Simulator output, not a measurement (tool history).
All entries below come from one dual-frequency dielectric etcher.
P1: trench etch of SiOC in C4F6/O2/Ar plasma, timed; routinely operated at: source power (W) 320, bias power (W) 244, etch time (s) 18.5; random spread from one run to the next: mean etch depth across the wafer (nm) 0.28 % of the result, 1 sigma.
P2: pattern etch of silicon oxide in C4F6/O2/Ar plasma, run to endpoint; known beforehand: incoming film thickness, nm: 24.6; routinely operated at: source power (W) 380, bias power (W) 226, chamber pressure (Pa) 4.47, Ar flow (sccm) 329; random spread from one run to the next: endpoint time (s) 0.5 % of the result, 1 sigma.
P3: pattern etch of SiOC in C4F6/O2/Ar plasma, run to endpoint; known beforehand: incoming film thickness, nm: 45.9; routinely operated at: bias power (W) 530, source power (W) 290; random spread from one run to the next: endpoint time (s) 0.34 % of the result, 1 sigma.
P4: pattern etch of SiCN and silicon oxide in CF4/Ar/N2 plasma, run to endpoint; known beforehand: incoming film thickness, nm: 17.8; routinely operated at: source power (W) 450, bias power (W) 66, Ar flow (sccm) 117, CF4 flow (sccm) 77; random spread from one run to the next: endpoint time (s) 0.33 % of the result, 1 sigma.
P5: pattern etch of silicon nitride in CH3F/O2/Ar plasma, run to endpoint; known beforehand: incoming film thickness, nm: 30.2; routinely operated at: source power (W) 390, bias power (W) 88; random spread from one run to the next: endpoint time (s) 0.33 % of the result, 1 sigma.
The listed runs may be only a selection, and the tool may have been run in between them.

run,day,process that ran,source power (W),bias power (W),etch time (s),Ar flow (sccm),CF4 flow (sccm),chamber pressure (Pa),mean etch depth across the wafer (nm),endpoint time (s)
1,0.358,P1,320,244,18.5,,,,39.611,
2,0.958,P4,450,66,,150,77,,,22.1940
3,1.588,P2,380,226,,329,,5.67,,7.5974
4,2.183,P4,450,66,,117,100,,,20.4850
5,2.829,P4,450,79,,117,77,,,20.1350
6,3.308,P1,320,244,18.5,,,,39.461,
7,3.958,P5,550,88,,,,,,36.0190
8,4.396,P2,380,226,,207,,4.47,,7.0719
9,4.958,P1,450,244,18.5,,,,45.004,
10,5.262,P2,380,226,,329,,4.47,,7.3830
11,5.742,P5,390,110,,,,,,37.6810
12,6.254,P1,320,339,24.5,,,,58.638,
13,6.917,P1,320,335,18.5,,,,44.174,
14,7.571,P3,290,530,,,,,,16.6400
15,7.858,P3,290,719,,,,,,14.7740
16,8.475,P1,220,244,18.5,,,,34.018,
17,8.788,P5,390,88,,,,,,40.8820
18,9.146,P1,320,148,18.5,,,,33.528,
19,9.767,P1,320,192,24.0,,,,47.196,
20,10.196,P2,380,275,,329,,4.47,,6.9690
21,10.829,P5,390,88,,,,,,40.8390
# day 11.067: bias power generator calibrated
22,11.338,P1,320,244,26.0,,,,55.302,
23,11.750,P3,290,530,,,,,,16.5920
24,12.188,P2,540,226,,329,,4.47,,6.5088
25,12.538,P3,400,530,,,,,,14.7510
26,12.933,P1,320,244,18.5,,,,39.533,
27,13.529,P4,310,66,,117,77,,,29.5790
28,13.904,P1,320,244,13.0,,,,27.599,
29,14.462,P4,450,66,,117,77,,,21.3440
30,15.062,P1,320,244,18.5,,,,39.610,
31,15.508,P1,320,244,18.5,,,,39.419,
32,15.829,P1,320,244,18.5,,,,39.268,
33,16.417,P1,320,244,18.5,,,,39.149,
34,16.912,P1,320,244,18.5,,,,39.013,
# day 17.150: wet clean of the chamber
35,17.454,P1,320,244,18.5,,,,38.898,
36,17.838,P1,320,244,18.5,,,,38.866,
37,18.192,P1,320,244,18.5,,,,39.064,
38,18.829,P1,320,244,18.5,,,,38.877,
39,19.333,P1,320,244,18.5,,,,38.782,
40,19.883,P1,320,244,18.5,,,,38.852,

What P1 gives has crept off from where it sat before. The 2 causes that follow fit the log equally well, each at the size noted:
A: source power that arrives under what is set, % = 4.14
B: bias power that arrives under what is set, % = 4.62
Onset of the creep was near day 15.508.
Other possible causes, and why each is ruled out:
chamber walls in a state that lowers the etch rate, %: serviced after onset, at day 17.150, with no recovery of the prior output

Each of the check runs listed below is run on 2 wafers and reports their average, with the results left as question marks. Pick the one under which the possible causes would lead to clearly different results.
check 1,20.433,P2,380,226,,329,,4.47,,?
check 2,20.433,P3,290,530,,,,,,?
check 3,20.433,P5,390,88,,,,,,?
check 4,20.433,P4,450,66,,117,77,,,?

Expected result of each check under each candidate cause:
check,result,if A,if B
check 1,endpoint time (s),7.5499,7.5456
check 2,endpoint time (s),16.8780,16.9210
check 3,endpoint time (s),41.5870,41.6300
check 4,endpoint time (s),22.1860,21.7110
Distance between the nearest two causes, measured in the result of the check that separates them most: check 1 0.06 %; check 2 0.25 %; check 3 0.1 %; check 4 2.16 %
The other checks would show nearly matching results whichever cause is true, so check 4 is the only one that separates the causes.

Check 4 was carried out, with these results: endpoint time (s) 22.2490. Which of the listed causes is responsible?

It was cause A: source power that arrives under what is set, %.

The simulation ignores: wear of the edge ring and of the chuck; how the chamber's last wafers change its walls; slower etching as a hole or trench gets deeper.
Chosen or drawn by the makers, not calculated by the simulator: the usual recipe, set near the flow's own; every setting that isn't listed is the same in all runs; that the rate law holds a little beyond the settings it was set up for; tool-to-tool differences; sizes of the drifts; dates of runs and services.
